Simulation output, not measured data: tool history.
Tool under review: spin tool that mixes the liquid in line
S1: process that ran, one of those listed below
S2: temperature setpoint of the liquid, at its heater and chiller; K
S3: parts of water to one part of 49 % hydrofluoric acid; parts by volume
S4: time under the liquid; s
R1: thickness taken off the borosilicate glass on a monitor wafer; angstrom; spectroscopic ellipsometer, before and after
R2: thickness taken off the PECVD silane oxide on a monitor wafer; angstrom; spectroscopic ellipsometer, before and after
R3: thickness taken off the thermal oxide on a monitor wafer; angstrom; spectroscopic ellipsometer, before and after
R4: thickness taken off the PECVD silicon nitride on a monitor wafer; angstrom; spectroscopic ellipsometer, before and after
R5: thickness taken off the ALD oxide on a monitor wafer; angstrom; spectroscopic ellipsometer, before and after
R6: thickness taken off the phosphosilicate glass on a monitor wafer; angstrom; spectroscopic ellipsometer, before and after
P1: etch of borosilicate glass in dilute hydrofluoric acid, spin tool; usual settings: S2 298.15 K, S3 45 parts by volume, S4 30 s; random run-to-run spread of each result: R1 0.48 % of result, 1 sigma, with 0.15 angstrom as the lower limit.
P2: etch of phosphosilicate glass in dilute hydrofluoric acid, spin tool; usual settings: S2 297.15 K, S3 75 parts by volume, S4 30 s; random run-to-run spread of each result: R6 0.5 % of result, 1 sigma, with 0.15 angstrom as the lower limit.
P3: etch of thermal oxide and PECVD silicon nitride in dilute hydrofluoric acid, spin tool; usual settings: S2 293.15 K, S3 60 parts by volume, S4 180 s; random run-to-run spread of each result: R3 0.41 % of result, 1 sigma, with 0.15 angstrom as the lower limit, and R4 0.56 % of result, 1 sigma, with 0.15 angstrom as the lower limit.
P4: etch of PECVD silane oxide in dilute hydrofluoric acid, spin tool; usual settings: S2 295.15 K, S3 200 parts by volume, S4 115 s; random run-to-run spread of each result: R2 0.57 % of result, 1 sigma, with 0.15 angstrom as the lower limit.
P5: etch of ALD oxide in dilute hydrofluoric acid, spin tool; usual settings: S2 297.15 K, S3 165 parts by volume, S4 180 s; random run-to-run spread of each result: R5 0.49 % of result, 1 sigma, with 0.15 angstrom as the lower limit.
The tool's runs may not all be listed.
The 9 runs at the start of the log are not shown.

run	day	S1	S2	S3	S4	R1	R2	R3	R4	R5	R6
10	2.554	P5	303.65	165	180					427.71	
11	2.817	P2	297.15	35	30						621.76
12	2.967	P1	298.15	45	30	220.54					
13	3.117	P2	297.15	75	30						273.17
14	3.296	P1	298.15	65	30	148.23					
15	3.546	P3	293.15	60	25			17.471	8.9883		
16	3.817	P3	293.15	60	180			125.28	65.488		
17	4.088	P1	301.65	60	30	185.36					
18	4.242	P1	298.15	45	30	221.65					
19	4.571	P1	298.15	70	60	275.52					
20	4.717	P1	298.15	45	15	109.74					
21	4.958	P1	291.15	45	15	81.626					
22	5.25	P1	298.15	20	30	513.45					
23	5.417	P1	298.15	45	30	219.73					
24	5.633	P2	292.65	75	30						226.36
25	5.912	P1	302.15	45	30	258.09					
26	6.233	P5	297.15	165	180					337.49	
27	6.546	P4	290.15	200	115		71.205				
28	6.871	P2	297.15	75	15						136.43
29	7.029	P5	297.15	100	180					593.73	
30	7.308	P1	298.15	45	30	221.49					
31	7.488	P4	295.15	200	115		86.584				
32	7.788	P1	298.15	45	30	223.81					
33	8	P1	298.15	45	30	217.66					

Estimate the outcome of run 34 from the log above:
34	8.204	P1	298.15	45	30	?					

For run 34 the tool returned R1 216.11 angstrom.

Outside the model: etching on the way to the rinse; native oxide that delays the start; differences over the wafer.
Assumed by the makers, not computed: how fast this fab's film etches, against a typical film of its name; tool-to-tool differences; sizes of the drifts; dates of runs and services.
